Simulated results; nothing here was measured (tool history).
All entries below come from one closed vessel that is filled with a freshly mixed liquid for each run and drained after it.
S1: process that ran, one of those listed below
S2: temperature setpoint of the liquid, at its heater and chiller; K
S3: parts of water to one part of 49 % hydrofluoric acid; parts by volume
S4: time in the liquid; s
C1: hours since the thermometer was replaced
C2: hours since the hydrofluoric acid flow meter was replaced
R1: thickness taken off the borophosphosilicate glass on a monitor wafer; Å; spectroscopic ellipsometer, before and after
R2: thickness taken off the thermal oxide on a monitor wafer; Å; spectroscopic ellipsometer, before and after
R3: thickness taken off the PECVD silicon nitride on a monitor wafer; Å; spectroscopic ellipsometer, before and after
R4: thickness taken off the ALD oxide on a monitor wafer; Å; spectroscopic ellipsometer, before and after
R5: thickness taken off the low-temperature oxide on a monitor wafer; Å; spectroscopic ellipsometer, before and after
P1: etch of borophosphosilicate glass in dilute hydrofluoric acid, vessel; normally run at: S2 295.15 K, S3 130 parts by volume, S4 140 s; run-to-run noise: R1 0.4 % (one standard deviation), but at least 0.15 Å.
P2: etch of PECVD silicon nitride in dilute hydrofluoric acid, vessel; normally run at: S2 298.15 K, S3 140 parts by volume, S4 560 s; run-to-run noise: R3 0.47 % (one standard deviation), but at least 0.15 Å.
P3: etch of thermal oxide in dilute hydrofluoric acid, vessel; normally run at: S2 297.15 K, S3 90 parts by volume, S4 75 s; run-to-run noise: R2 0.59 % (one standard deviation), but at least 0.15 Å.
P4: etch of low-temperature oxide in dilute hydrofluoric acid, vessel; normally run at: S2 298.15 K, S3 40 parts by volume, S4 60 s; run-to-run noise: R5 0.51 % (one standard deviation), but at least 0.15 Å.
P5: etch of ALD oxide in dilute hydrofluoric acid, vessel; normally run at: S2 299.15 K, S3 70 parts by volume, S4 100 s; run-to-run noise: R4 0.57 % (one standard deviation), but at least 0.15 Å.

| run | hour | S1 | S2 | S3 | S4 | C1 | C2 | R1 | R2 | R3 | R4 | R5 |
|---|---|---|---|---|---|---|---|---|---|---|---|---|
| 1 | 8.4 | P1 | 295.15 | 130 | 140 | 1373.7 | 282.3 | 319.65 |  |  |  |  |
| 2 | 17.9 | P3 | 297.15 | 50 | 75 | 1383.2 | 291.8 |  | 76.455 |  |  |  |
| 3 | 28.8 | P1 | 295.15 | 130 | 60 | 1394.1 | 302.7 | 137.77 |  |  |  |  |
| 4 | 39.1 | P2 | 298.15 | 140 | 80 | 1404.4 | 313 |  |  | 21.827 |  |  |
| 5 | 48.8 | P5 | 299.15 | 125 | 100 | 1414.1 | 322.7 |  |  |  | 101.4 |  |
| 6 | 61 | P3 | 297.15 | 90 | 75 | 1426.3 | 334.9 |  | 40.625 |  |  |  |
| 7 | 69.9 | P1 | 295.15 | 220 | 140 | 1435.2 | 343.8 | 171.62 |  |  |  |  |
| 8 | 78 | P5 | 299.15 | 70 | 100 | 1443.3 | 351.9 |  |  |  | 194.83 |  |
| 9 | 87.9 | P5 | 299.15 | 70 | 100 | 1453.2 | 361.8 |  |  |  | 191.44 |  |
| 10 | 99.4 | P5 | 299.15 | 70 | 35 | 1464.7 | 373.3 |  |  |  | 68.351 |  |
| 11 | 110 | P1 | 295.15 | 130 | 260 | 1475.3 | 383.9 | 593.43 |  |  |  |  |
| 12 | 119.1 | P4 | 298.15 | 40 | 60 | 1484.4 | 393 |  |  |  |  | 405.46 |
| 13 | 128.1 | P1 | 295.15 | 225 | 30 | 1493.4 | 402 | 36.043 |  |  |  |  |
| 14 | 137.8 | P4 | 298.15 | 20 | 60 | 1503.1 | 411.7 |  |  |  |  | 829.08 |
| 15 | 148.3 | P1 | 295.15 | 130 | 140 | 1513.6 | 422.2 | 322.15 |  |  |  |  |
| 16 | 158 | P3 | 290.15 | 90 | 75 | 1523.3 | 431.9 |  | 30.33 |  |  |  |
| 17 | 165.9 | P4 | 298.15 | 40 | 30 | 1531.2 | 439.8 |  |  |  |  | 203.59 |
| 18 | 173.7 | P4 | 298.15 | 40 | 60 | 1539 | 447.6 |  |  |  |  | 403.4 |
| 19 | 180.4 | P1 | 295.15 | 40 | 55 | 1545.7 | 454.3 | 453.98 |  |  |  |  |
| 20 | 189.4 | P1 | 295.15 | 130 | 140 | 1554.7 | 463.3 | 318.3 |  |  |  |  |
| 21 | 200.4 | P2 | 298.15 | 140 | 560 | 1565.7 | 474.3 |  |  | 152.09 |  |  |
| 22 | 210.1 | P1 | 295.15 | 35 | 140 | 1575.4 | 484 | 1337.4 |  |  |  |  |
| 23 | 220.7 | P1 | 295.15 | 130 | 140 | 1586 | 494.6 | 322.27 |  |  |  |  |
| 24 | 227.4 | P1 | 295.15 | 130 | 140 | 1592.7 | 501.3 | 320.08 |  |  |  |  |
| 25 | 235.2 | P4 | 294.65 | 40 | 60 | 1600.5 | 509.1 |  |  |  |  | 352.1 |
| 26 | 246.4 | P5 | 307.15 | 70 | 100 | 1611.7 | 520.3 |  |  |  | 265.25 |  |
| 27 | 252.7 | P1 | 302.65 | 130 | 140 | 1618 | 526.6 | 426.8 |  |  |  |  |
| 28 | 258.1 | P3 | 297.15 | 90 | 130 | 1623.4 | 532 |  | 69.73 |  |  |  |
| 29 | 268.9 | P2 | 298.15 | 70 | 560 | 1634.2 | 542.8 |  |  | 304.16 |  |  |
| 30 | 276.9 | P1 | 290.15 | 130 | 140 | 1642.2 | 550.8 | 261.2 |  |  |  |  |
| 31 | 284.8 | P1 | 295.15 | 130 | 140 | 1650.1 | 558.7 | 321.49 |  |  |  |  |
| 32 | 290.9 | P2 | 292.15 | 140 | 560 | 1656.2 | 564.8 |  |  | 101.47 |  |  |
| 33 | 301.1 | P1 | 295.15 | 130 | 140 | 1666.4 | 575 | 320.75 |  |  |  |  |
| 34 | 312.1 | P1 | 295.15 | 130 | 140 | 1677.4 | 586 | 332.27 |  |  |  |  |
| 35 | 324.2 | P1 | 295.15 | 130 | 140 | 1689.5 | 598.1 | 338.2 |  |  |  |  |
| 36 | 335.1 | P1 | 295.15 | 130 | 140 | 1700.4 | 609 | 341.59 |  |  |  |  |
| 37 | 342.1 | P1 | 295.15 | 130 | 140 | 1707.4 | 616 | 344.18 |  |  |  |  |
| 38 | 353.2 | P1 | 295.15 | 130 | 140 | 1718.5 | 627.1 | 343.98 |  |  |  |  |
| 39 | 361 | P1 | 295.15 | 130 | 140 | 1726.3 | 634.9 | 343.53 |  |  |  |  |
| 40 | 372.2 | P1 | 295.15 | 130 | 140 | 1737.5 | 646.1 | 346.11 |  |  |  |  |

Something has made what P1 gives creep away from where it was; the 2 causes below, each at its own stated size, fit the log equally well:
A: hydrofluoric acid flow above the setpoint (%) = 6.91
B: liquid hotter than its thermometer reads (K) = 1.95
At approximately hour 301.1, the process output began to creep.

Of the 4 check runs listed below, each run on one wafer and each result written as a question mark, which would let you distinguish the listed causes because they would give clearly different results?
| check 1 | 383.4 | P2 | 298.15 | 140 | 560 |  |  |  |  | ? |  |  |
| check 2 | 383.4 | P5 | 299.15 | 70 | 100 |  |  |  |  |  | ? |  |
| check 3 | 383.4 | P3 | 297.15 | 90 | 75 |  |  |  | ? |  |  |  |
| check 4 | 383.4 | P4 | 298.15 | 40 | 60 |  |  |  |  |  |  | ? |

What every check run would give for each of its results, assuming each possible cause in turn:
| check | result | if A | if B |
|---|---|---|---|
| check 1 | R3 | 161.8 | 171.44 |
| check 2 | R4 | 208.91 | 209.78 |
| check 3 | R2 | 43.359 | 43.49 |
| check 4 | R5 | 436.83 | 440.86 |
Minimum pairwise separation of causes per check, each pair taken at its best-separating result: check 1 5.78 %; check 2 0.42 %; check 3 0.3 %; check 4 0.92 %
Only check 1 tells the causes apart: in the others they would give nearly the same result.

Running check 1 produced the following: R3 160.79 Å. Which one of the listed causes fits?

It is A: hydrofluoric acid flow above the setpoint (%).
